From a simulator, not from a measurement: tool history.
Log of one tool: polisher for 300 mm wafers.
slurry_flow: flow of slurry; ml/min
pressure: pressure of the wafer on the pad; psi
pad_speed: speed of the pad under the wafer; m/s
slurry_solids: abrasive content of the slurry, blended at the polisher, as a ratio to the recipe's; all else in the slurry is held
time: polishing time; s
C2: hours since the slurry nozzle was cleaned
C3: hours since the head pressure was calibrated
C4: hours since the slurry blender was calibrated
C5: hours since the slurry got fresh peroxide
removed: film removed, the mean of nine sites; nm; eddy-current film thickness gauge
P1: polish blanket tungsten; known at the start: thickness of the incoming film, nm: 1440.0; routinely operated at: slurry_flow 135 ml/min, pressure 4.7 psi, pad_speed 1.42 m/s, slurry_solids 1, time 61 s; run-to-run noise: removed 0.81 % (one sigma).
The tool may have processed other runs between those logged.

run 1 hour=3.7 | slurry_flow=135 pressure=4.7 pad_speed=1.42 slurry_solids=1 time=61 | wafers_polished_on_this_pad=284 C2=215.7 C3=258 C4=160.8 C5=39 | removed=548.54
run 2 hour=7.5 | slurry_flow=135 pressure=4.7 pad_speed=1.42 slurry_solids=1 time=61 | wafers_polished_on_this_pad=327 C2=219.5 C3=261.8 C4=164.6 C5=42.8 | removed=552.79
run 3 hour=15.7 | slurry_flow=200 pressure=4.7 pad_speed=1.42 slurry_solids=1 time=61 | wafers_polished_on_this_pad=420 C2=227.7 C3=270 C4=172.8 C5=51 | removed=579.31
run 4 hour=21.8 | slurry_flow=135 pressure=4.7 pad_speed=1.42 slurry_solids=1 time=61 | wafers_polished_on_this_pad=489 C2=233.8 C3=276.1 C4=178.9 C5=57.1 | removed=548.27
run 5 hour=26.7 | slurry_flow=135 pressure=7 pad_speed=1.42 slurry_solids=1 time=61 | wafers_polished_on_this_pad=545 C2=238.7 C3=281 C4=183.8 C5=62 | removed=818.04
run 6 hour=35 | slurry_flow=135 pressure=4.7 pad_speed=2.18 slurry_solids=1 time=61 | wafers_polished_on_this_pad=639 C2=247 C3=289.3 C4=192.1 C5=70.3 | removed=834.25
run 7 hour=42.7 | slurry_flow=135 pressure=3.2 pad_speed=1.42 slurry_solids=1 time=61 | wafers_polished_on_this_pad=726 C2=254.7 C3=297 C4=199.8 C5=78 | removed=375.58
run 8 hour=46.8 | slurry_flow=135 pressure=6.1 pad_speed=1.96 slurry_solids=1 time=61 | wafers_polished_on_this_pad=773 C2=258.8 C3=301.1 C4=203.9 C5=82.1 | removed=988.11
run 9 hour=53.3 | slurry_flow=165 pressure=4.7 pad_speed=1.42 slurry_solids=1 time=31 | wafers_polished_on_this_pad=846 C2=265.3 C3=307.6 C4=210.4 C5=88.6 | removed=289.86
-- hour=58.8 slurry nozzle cleaned
run 10 hour=60.9 | slurry_flow=135 pressure=4.7 pad_speed=1.42 slurry_solids=1 time=90 | wafers_polished_on_this_pad=933 C2=2.1 C3=315.2 C4=218 C5=96.2 | removed=813.85
run 11 hour=69.2 | slurry_flow=85 pressure=4.7 pad_speed=1.42 slurry_solids=1 time=61 | wafers_polished_on_this_pad=1027 C2=10.4 C3=323.5 C4=226.3 C5=104.5 | removed=492.06
run 12 hour=76.3 | slurry_flow=135 pressure=4.7 pad_speed=1.42 slurry_solids=0.5 time=61 | wafers_polished_on_this_pad=1107 C2=17.5 C3=330.6 C4=233.4 C5=111.6 | removed=463.3
run 13 hour=83.8 | slurry_flow=135 pressure=4.7 pad_speed=1.42 slurry_solids=1 time=61 | wafers_polished_on_this_pad=1192 C2=25 C3=338.1 C4=240.9 C5=119.1 | removed=550.14
run 14 hour=90.8 | slurry_flow=200 pressure=4.7 pad_speed=1.42 slurry_solids=1 time=83 | wafers_polished_on_this_pad=1272 C2=32 C3=345.1 C4=247.9 C5=126.1 | removed=796.59
run 15 hour=96.1 | slurry_flow=135 pressure=4.7 pad_speed=1.42 slurry_solids=1 time=27 | wafers_polished_on_this_pad=1332 C2=37.3 C3=350.4 C4=253.2 C5=131.4 | removed=238.6
run 16 hour=104 | slurry_flow=135 pressure=4.7 pad_speed=1.42 slurry_solids=1.35 time=61 | wafers_polished_on_this_pad=1421 C2=45.2 C3=358.3 C4=261.1 C5=139.3 | removed=601.19
run 17 hour=112.2 | slurry_flow=135 pressure=4.7 pad_speed=0.96 slurry_solids=1 time=61 | wafers_polished_on_this_pad=1514 C2=53.4 C3=366.5 C4=269.3 C5=147.5 | removed=371.25
run 18 hour=116 | slurry_flow=135 pressure=4.7 pad_speed=1.42 slurry_solids=1 time=61 | wafers_polished_on_this_pad=1557 C2=57.2 C3=370.3 C4=273.1 C5=151.3 | removed=543.35
run 19 hour=120.2 | slurry_flow=135 pressure=4.7 pad_speed=1.42 slurry_solids=1 time=61 | wafers_polished_on_this_pad=1605 C2=61.4 C3=374.5 C4=277.3 C5=155.5 | removed=527.64
run 20 hour=127 | slurry_flow=135 pressure=4.7 pad_speed=1.42 slurry_solids=1 time=61 | wafers_polished_on_this_pad=1682 C2=68.2 C3=381.3 C4=284.1 C5=162.3 | removed=520.49
-- hour=132.4 slurry tank refilled with fresh slurry and peroxide
run 21 hour=133.9 | slurry_flow=135 pressure=4.7 pad_speed=1.42 slurry_solids=1 time=61 | wafers_polished_on_this_pad=1760 C2=75.1 C3=388.2 C4=291 C5=1.5 | removed=505.46
-- hour=134.9 worn pad replaced by a new one
-- hour=135.1 slurry blender recalibrated
run 22 hour=138.9 | slurry_flow=135 pressure=4.7 pad_speed=1.42 slurry_solids=1 time=61 | wafers_polished_on_this_pad=46 C2=80.1 C3=393.2 C4=3.9 C5=6.5 | removed=496.16
run 23 hour=143.3 | slurry_flow=135 pressure=4.7 pad_speed=1.42 slurry_solids=1 time=61 | wafers_polished_on_this_pad=95 C2=84.5 C3=397.6 C4=8.3 C5=10.9 | removed=494.34
run 24 hour=148.1 | slurry_flow=135 pressure=4.7 pad_speed=1.42 slurry_solids=1 time=61 | wafers_polished_on_this_pad=150 C2=89.3 C3=402.4 C4=13.1 C5=15.7 | removed=489.16

The output of P1 has drifted from where it used to be. Each of the 2 causes below, taken at the size shown beside it, accounts for the log equally well:
A: head's pressure below its setpoint, % = 9.78
B: slurry flow missing at the pad, % = 35.7
At approximately hour 116, the process output began to creep.
Ruled out, with reasons:
removal rate lost through wear of the pad, %: its service at hour 134.9 followed the start of the drift and did not put the process back to its old value
abrasive missing from the slurry, %: its service at hour 135.1 followed the start of the drift and did not put the process back to its old value
peroxide lost from the slurry, %: its service at hour 132.4 followed the start of the drift and did not put the process back to its old value

Which of the check runs below tells the causes apart, meaning the causes would give it clearly different results? Each run uses 2 wafers whose results are averaged, and each result is shown as a question mark.
run check 1 hour=152.9 | slurry_flow=135 pressure=4.7 pad_speed=1.86 slurry_solids=1 time=61 | removed=?
run check 2 hour=152.9 | slurry_flow=135 pressure=4.7 pad_speed=1.42 slurry_solids=1.2 time=61 | removed=?
run check 3 hour=152.9 | slurry_flow=90 pressure=4.7 pad_speed=1.42 slurry_solids=1 time=61 | removed=?
run check 4 hour=152.9 | slurry_flow=135 pressure=3.7 pad_speed=1.42 slurry_solids=1 time=45 | removed=?

How each check would come out, cause by cause:
check=check_1 result=removed if_A=648.94 if_B=649
check=check_2 result=removed if_A=517.45 if_B=517.51
check=check_3 result=removed if_A=451.51 if_B=432.54
check=check_4 result=removed if_A=287.72 if_B=287.75
Per check, the gap between the least separated pair of causes, taken in the result that splits them most: check 1 0.01 %; check 2 0.01 %; check 3 4.29 %; check 4 0.01 %
Only in check 3 would the causes give clearly different results; in the remaining checks their results would be nearly the same.

The results of check 3 are: removed 452.39 nm. Based on these, which of the listed causes is it?

It is A: head's pressure below its setpoint, %.
